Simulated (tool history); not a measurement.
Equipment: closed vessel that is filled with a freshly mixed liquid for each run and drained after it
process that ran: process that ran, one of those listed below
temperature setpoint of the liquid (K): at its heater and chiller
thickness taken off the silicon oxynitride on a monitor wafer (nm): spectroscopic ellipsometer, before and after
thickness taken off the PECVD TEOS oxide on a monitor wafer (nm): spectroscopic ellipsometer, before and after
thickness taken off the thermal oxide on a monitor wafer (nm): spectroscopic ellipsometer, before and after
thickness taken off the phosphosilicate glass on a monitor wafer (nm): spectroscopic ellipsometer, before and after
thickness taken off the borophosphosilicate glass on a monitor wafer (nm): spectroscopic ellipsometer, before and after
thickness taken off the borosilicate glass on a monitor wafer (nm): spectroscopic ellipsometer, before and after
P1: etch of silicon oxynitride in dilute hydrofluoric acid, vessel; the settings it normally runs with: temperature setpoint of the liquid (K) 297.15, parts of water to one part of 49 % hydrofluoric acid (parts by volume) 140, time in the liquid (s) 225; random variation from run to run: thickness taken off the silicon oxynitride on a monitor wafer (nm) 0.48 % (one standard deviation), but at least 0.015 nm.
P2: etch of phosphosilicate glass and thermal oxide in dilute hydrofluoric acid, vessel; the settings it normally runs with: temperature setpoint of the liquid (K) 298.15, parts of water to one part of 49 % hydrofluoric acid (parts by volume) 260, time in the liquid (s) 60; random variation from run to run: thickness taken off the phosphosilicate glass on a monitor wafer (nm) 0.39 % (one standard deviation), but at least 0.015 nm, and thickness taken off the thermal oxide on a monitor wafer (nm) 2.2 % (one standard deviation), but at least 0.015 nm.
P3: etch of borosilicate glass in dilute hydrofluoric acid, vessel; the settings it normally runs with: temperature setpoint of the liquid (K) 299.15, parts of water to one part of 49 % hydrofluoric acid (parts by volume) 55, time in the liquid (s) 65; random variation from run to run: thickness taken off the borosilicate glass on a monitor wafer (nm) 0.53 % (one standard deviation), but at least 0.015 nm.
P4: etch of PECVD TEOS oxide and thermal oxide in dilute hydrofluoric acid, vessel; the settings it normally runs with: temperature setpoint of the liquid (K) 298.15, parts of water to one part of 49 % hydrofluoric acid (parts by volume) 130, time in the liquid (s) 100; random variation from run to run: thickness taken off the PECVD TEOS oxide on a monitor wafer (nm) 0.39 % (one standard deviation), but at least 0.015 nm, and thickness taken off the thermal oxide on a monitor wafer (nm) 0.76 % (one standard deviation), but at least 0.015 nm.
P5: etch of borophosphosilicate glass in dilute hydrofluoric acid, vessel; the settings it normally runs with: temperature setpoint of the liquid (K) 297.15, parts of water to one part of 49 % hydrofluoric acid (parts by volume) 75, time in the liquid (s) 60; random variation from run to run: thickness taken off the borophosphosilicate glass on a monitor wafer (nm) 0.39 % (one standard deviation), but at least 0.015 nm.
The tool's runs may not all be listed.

run	hour	process that ran	temperature setpoint of the liquid (K)	parts of water to one part of 49 % hydrofluoric acid (parts by volume)	time in the liquid (s)	hours since the thermometer was replaced	hours since the hydrofluoric acid flow meter was replaced	thickness taken off the silicon oxynitride on a monitor wafer (nm)	thickness taken off the PECVD TEOS oxide on a monitor wafer (nm)	thickness taken off the thermal oxide on a monitor wafer (nm)	thickness taken off the phosphosilicate glass on a monitor wafer (nm)	thickness taken off the borophosphosilicate glass on a monitor wafer (nm)	thickness taken off the borosilicate glass on a monitor wafer (nm)
1	5.7	P1	297.15	140	225	1463.2	581.0	4.4137					
2	10.6	P4	298.15	130	100	1468.1	585.9		11.8010	3.57830			
3	16.2	P2	298.15	380	60	1473.7	591.5			0.61925	19.248		
4	24.7	P2	298.15	260	60	1482.2	600.0			1.01360	31.660		
5	31.9	P1	297.15	140	225	1489.4	607.2	4.4265					
6	36.6	P1	297.15	195	225	1494.1	611.9	3.0465					
7	45.5	P2	303.65	260	60	1503.0	620.8			1.18920	38.102		
8	52.2	P5	302.65	75	60	1509.7	627.5					30.458	
9	56.4	P1	303.65	140	225	1513.9	631.7	5.9382					
10	62.1	P3	299.15	20	65	1519.6	637.4						75.694
11	66.3	P1	297.15	140	225	1523.8	641.6	4.4439					
12	71.7	P5	297.15	75	30	1529.2	647.0					12.358	
13	78.7	P1	297.15	140	225	1536.2	654.0	4.4624					
14	87.6	P1	297.15	140	105	1545.1	662.9	2.0808					
15	94.1	P1	297.15	140	225	1551.6	669.4	4.4236					
16	99.1	P4	293.15	130	100	1556.6	674.4		9.7244	2.92800			
17	104.1	P2	298.15	260	60	1561.6	679.4			1.01120	31.743		
18	108.3	P1	297.15	45	225	1565.8	683.6	14.8560					
19	112.5	P1	290.15	140	225	1570.0	687.8	3.1661					
20	118.2	P1	297.15	140	225	1575.7	693.5	4.4692					
21	126.6	P1	297.15	140	395	1584.1	701.9	7.8541					
22	130.8	P1	297.15	140	225	1588.3	706.1	4.4574					
23	137.1	P4	298.15	25	100	1594.6	712.4		70.7580	21.43600			
24	145.4	P1	293.65	140	95	1602.9	720.7	1.6079					
25	150.6	P2	298.15	260	30	1608.1	725.9			0.47720	15.791		
26	159.3	P3	299.15	55	65	1616.8	734.6						26.212
27	167.3	P5	297.15	20	60	1624.8	742.6					99.926	
28	171.7	P5	297.15	75	60	1629.2	747.0					24.742	
29	179.8	P3	292.65	55	65	1637.3	755.1						20.239
30	186.3	P3	299.15	55	35	1643.8	761.6						14.212
31	192.7	P5	297.15	75	60	1650.2	768.0					24.600	
32	197.4	P4	298.15	130	45	1654.9	772.7		5.2755	1.63090			
33	203.4	P1	297.15	140	225	1660.9	778.7	4.4162					
34	211.3	P1	297.15	140	225	1668.8	786.6	4.6112					
35	219.4	P1	297.15	140	225	1676.9	794.7	4.7237					
36	228.3	P1	297.15	140	225	1685.8	803.6	4.8488					
37	233.7	P1	297.15	140	225	1691.2	809.0	4.7768					
38	241.6	P1	297.15	140	225	1699.1	816.9	4.8036					
39	247.0	P1	297.15	140	225	1704.5	822.3	4.8784					
40	251.7	P1	297.15	140	225	1709.2	827.0	4.8454					
41	257.4	P1	297.15	140	225	1714.9	832.7	4.8869					
42	265.2	P1	297.15	140	225	1722.7	840.5	4.8928					

P1 no longer gives what it gave before; its output has crept away from where it was. The following 2 causes, each at its listed size, fit the log equally well:
A: liquid hotter than its thermometer reads (K) = 1.98
B: hydrofluoric acid flow above the setpoint (%) = 8.46
The creep began at about hour 203.4.

Below are 4 check runs, each on a single wafer, with their results shown as question marks. Which of them would tell the listed causes apart, meaning the causes would give clearly different results under it?
check 1	273.0	P5	300.15	40	60							?	
check 2	273.0	P3	295.15	55	65								?
check 3	273.0	P2	298.15	365	60					?	?		
check 4	273.0	P4	293.15	80	100				?	?			

Predicted outcomes, by check and by cause:
check	result	if A	if B
check 1	thickness taken off the borophosphosilicate glass on a monitor wafer (nm)	59.446	59.807
check 2	thickness taken off the borosilicate glass on a monitor wafer (nm)	24.233	24.349
check 3	thickness taken off the thermal oxide on a monitor wafer (nm)	0.67361	0.70371
check 3	thickness taken off the phosphosilicate glass on a monitor wafer (nm)	21.609	22.575
check 4	thickness taken off the PECVD TEOS oxide on a monitor wafer (nm)	18.0830	18.2050
check 4	thickness taken off the thermal oxide on a monitor wafer (nm)	5.50790	5.54510
Minimum pairwise separation of causes per check, each pair taken at its best-separating result: check 1 0.61 %; check 2 0.48 %; check 3 4.37 %; check 4 0.67 %
Only in check 3 would the causes give clearly different results; in the remaining checks their results would be nearly the same.

After running check 3, the following was obtained: thickness taken off the thermal oxide on a monitor wafer (nm) 0.74419; thickness taken off the phosphosilicate glass on a monitor wafer (nm) 22.513. Which cause does this point to?

The correct cause is B, namely: hydrofluoric acid flow above the setpoint (%).

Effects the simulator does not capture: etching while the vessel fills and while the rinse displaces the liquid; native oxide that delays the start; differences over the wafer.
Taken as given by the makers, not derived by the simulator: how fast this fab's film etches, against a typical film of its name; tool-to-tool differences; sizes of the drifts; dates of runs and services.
